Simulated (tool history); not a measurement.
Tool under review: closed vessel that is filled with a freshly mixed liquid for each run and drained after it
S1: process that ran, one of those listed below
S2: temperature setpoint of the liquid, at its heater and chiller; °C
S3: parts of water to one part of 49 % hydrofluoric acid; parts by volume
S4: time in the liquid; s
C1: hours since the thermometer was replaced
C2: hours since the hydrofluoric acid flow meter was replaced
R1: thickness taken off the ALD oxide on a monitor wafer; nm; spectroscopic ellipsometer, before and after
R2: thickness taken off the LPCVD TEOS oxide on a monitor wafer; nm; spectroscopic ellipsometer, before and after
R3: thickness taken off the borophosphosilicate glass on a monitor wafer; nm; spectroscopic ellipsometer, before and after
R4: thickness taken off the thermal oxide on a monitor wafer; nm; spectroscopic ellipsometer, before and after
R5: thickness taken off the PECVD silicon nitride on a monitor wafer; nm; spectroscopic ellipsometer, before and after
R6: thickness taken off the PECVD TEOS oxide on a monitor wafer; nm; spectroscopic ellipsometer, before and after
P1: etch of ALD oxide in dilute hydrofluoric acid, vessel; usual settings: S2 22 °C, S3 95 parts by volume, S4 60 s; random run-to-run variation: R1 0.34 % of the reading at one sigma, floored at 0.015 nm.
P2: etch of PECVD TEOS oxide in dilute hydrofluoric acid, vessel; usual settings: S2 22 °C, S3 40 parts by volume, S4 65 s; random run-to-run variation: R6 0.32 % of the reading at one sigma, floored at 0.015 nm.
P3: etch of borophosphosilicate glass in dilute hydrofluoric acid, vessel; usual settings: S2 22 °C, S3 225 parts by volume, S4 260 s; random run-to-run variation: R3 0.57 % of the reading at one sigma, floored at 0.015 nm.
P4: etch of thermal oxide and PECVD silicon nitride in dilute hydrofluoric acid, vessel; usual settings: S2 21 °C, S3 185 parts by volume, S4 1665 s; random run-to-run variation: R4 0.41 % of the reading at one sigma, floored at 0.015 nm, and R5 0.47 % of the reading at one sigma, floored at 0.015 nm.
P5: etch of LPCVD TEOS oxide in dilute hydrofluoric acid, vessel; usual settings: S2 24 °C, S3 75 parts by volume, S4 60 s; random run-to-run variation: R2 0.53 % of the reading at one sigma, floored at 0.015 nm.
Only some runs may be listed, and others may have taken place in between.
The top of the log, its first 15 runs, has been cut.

run,hour,S1,S2,S3,S4,C1,C2,R1,R2,R3,R4,R5,R6
16,186.2,P1,22,155,60,1632.4,475.3,8.5018,,,,,
17,201.6,P5,24,75,115,1647.8,490.7,,42.811,,,,
18,214.3,P4,21,185,1665,1660.5,503.4,,,,35.088,37.453,
19,225.4,P1,22,30,60,1671.6,514.5,51.174,,,,,
20,232.7,P4,21,185,1665,1678.9,521.8,,,,35.04,37.014,
21,247.6,P4,21,335,1665,1693.8,536.7,,,,16.735,20.994,
22,259.6,P1,22,95,60,1705.8,548.7,14.811,,,,,
23,270.1,P3,22,225,50,1716.3,559.2,,,9.941,,,
24,280.1,P1,28,95,30,1726.3,569.2,9.4654,,,,,
25,296,P3,28,225,260,1742.2,585.1,,,63.409,,,
26,311.5,P1,22,95,60,1757.7,600.6,14.79,,,,,
27,326.6,P2,28,40,65,1772.8,615.7,,,,,,45.194

What will run 28 give?
28,337.3,P1,17,95,60,1783.5,626.4,?,,,,,

R1: 12.117 nm
